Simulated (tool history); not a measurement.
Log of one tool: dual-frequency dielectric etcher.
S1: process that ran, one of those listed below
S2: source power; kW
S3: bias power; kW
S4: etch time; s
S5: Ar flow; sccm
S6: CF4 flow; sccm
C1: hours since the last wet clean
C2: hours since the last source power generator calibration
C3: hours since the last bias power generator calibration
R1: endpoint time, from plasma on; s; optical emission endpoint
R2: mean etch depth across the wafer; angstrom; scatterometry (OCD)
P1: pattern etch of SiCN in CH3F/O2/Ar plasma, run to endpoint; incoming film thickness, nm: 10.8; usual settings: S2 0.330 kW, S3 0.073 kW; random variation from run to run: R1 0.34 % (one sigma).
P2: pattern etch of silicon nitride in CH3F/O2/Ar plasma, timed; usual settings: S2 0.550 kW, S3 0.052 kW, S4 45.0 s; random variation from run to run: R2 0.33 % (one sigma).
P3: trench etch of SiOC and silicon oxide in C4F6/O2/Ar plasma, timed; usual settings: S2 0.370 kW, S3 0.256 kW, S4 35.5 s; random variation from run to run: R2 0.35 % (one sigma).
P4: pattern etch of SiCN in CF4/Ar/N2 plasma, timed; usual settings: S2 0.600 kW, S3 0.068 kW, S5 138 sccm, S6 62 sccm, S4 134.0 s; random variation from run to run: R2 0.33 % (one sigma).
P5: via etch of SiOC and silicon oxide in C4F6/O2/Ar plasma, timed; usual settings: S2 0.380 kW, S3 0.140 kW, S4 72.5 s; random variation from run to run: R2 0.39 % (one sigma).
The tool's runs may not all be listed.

run   hour  S1     S2     S3     S4   S5  S6     C1      C2     C3      R1       R2
  1    7.7  P1  0.330  0.073                   72.8  1109.8  764.5  30.871
  2   14.2  P1  0.330  0.073                   79.3  1116.3  771.0  31.003
  3   20.1  P3  0.370  0.256   27.5            85.2  1122.2  776.9           597.68
  4   27.5  P4  0.600  0.068  134.0  138  76   92.6  1129.6  784.3          1374.20
  5   33.9  P4  0.600  0.068  134.0  138  62   99.0  1136.0  790.7          1333.10
  6   38.0  P3  0.370  0.192   35.5           103.1  1140.1  794.8           700.64
  7   41.7  P5  0.380  0.140   92.0           106.8  1143.8  798.5           921.28
  8   45.4  P3  0.370  0.256   35.5           110.5  1147.5  802.2           774.40
  9   51.3  P5  0.470  0.140   72.5           116.4  1153.4  808.1           791.28
 10   55.6  P1  0.330  0.100                  120.7  1157.7  812.4  27.629
 11   62.6  P2  0.360  0.052   45.0           127.7  1164.7  819.4           271.88
 12   66.8  P5  0.380  0.140   72.5           131.9  1168.9  823.6           726.49
 13   70.1  P1  0.330  0.073                  135.2  1172.2  826.9  30.901
 14   74.3  P5  0.380  0.196   72.5           139.4  1176.4  831.1           812.04
 15   79.6  P1  0.450  0.094                  144.7  1181.7  836.4  25.301
 16   87.1  P4  0.850  0.068  134.0  138  62  152.2  1189.2  843.9          1813.90
 17   93.0  P2  0.550  0.038   45.0           158.1  1195.1  849.8           291.82
 18  100.7  P1  0.330  0.073                  165.8  1202.8  857.5  31.016
 19  108.0  P1  0.330  0.044                  173.1  1210.1  864.8  36.707
 20  114.5  P1  0.330  0.073                  179.6  1216.6  871.3  31.106
 21  118.4  P3  0.370  0.256   35.5           183.5  1220.5  875.2           771.59
 22  122.9  P1  0.240  0.073                  188.0  1225.0  879.7  34.862
 23  128.8  P4  0.600  0.068  184.0  138  62  193.9  1230.9  885.6          1832.00
 24  136.5  P2  0.550  0.052   45.0           201.6  1238.6  893.3           322.52
 25  143.7  P5  0.380  0.140   72.5           208.8  1245.8  900.5           725.67
 26  150.3  P4  0.600  0.083  134.0  138  62  215.4  1252.4  907.1          1439.60
     156.1  -- wet clean of the chamber
 27  157.8  P2  0.550  0.052   45.0             1.7  1259.9  914.6           319.98
 28  163.1  P1  0.420  0.073                    7.0  1265.2  919.9  28.321
 29  168.6  P4  0.600  0.068  134.0  138  62   12.5  1270.7  925.4          1333.40
 30  172.8  P4  0.600  0.068  134.0   89  62   16.7  1274.9  929.6          1438.00
 31  176.6  P2  0.550  0.052   25.5            20.5  1278.7  933.4           181.78
 32  182.8  P3  0.280  0.256   35.5            26.7  1284.9  939.6           694.26
 33  190.4  P1  0.330  0.073                   34.3  1292.5  947.2  30.985
 34  194.2  P1  0.330  0.073                   38.1  1296.3  951.0  30.855
 35  200.1  P1  0.330  0.073                   44.0  1302.2  956.9  30.815
 36  206.1  P1  0.330  0.073                   50.0  1308.2  962.9  30.559
 37  213.5  P1  0.330  0.073                   57.4  1315.6  970.3  30.645
 38  220.6  P1  0.330  0.073                   64.5  1322.7  977.4  30.311
     225.7  -- wet clean of the chamber
 39  227.5  P1  0.330  0.073                    1.9  1329.6  984.3  30.463
 40  233.7  P1  0.330  0.073                    8.1  1335.8  990.5  30.452
 41  241.1  P1  0.330  0.073                   15.5  1343.2  997.9  30.585

What P1 gives has crept away from where it was. These 2 causes fit the log equally well, each at the size given:
A: source power that arrives over what is set, % = 4.6
B: bias power that arrives over what is set, % = 4.77
The creep began at about hour 190.4.
Why every other cause is out:
chamber walls in a state that raises the etch rate, %: serviced at hour 225.7, which brought nothing back

4 check runs are offered, each on 2 wafers whose results are averaged, their results left as question marks. Which one tells the causes apart?
check 1  248.5  P5  0.380  0.189   72.5                            ?
check 2  248.5  P4  0.840  0.068  156.5  138  62                   ?
check 3  248.5  P3  0.370  0.213   35.5                            ?
check 4  248.5  P2  0.380  0.052   45.0                            ?

What each check would give under each cause:
  check  result     if A     if B
check 1      R2   816.08   814.39
check 2      R2  2179.20  2129.80
check 3      R2   737.61   736.22
check 4      R2   282.44   281.72
How far apart the two closest causes lie, in the result that separates them most: check 1 0.21 %; check 2 2.29 %; check 3 0.19 %; check 4 0.25 %
Only check 2 tells the causes apart: in the others they would give nearly the same result.

Then check 2 was run and gave: R2 2180.80 angstrom. Which cause is it?

It is A: source power that arrives over what is set, %.
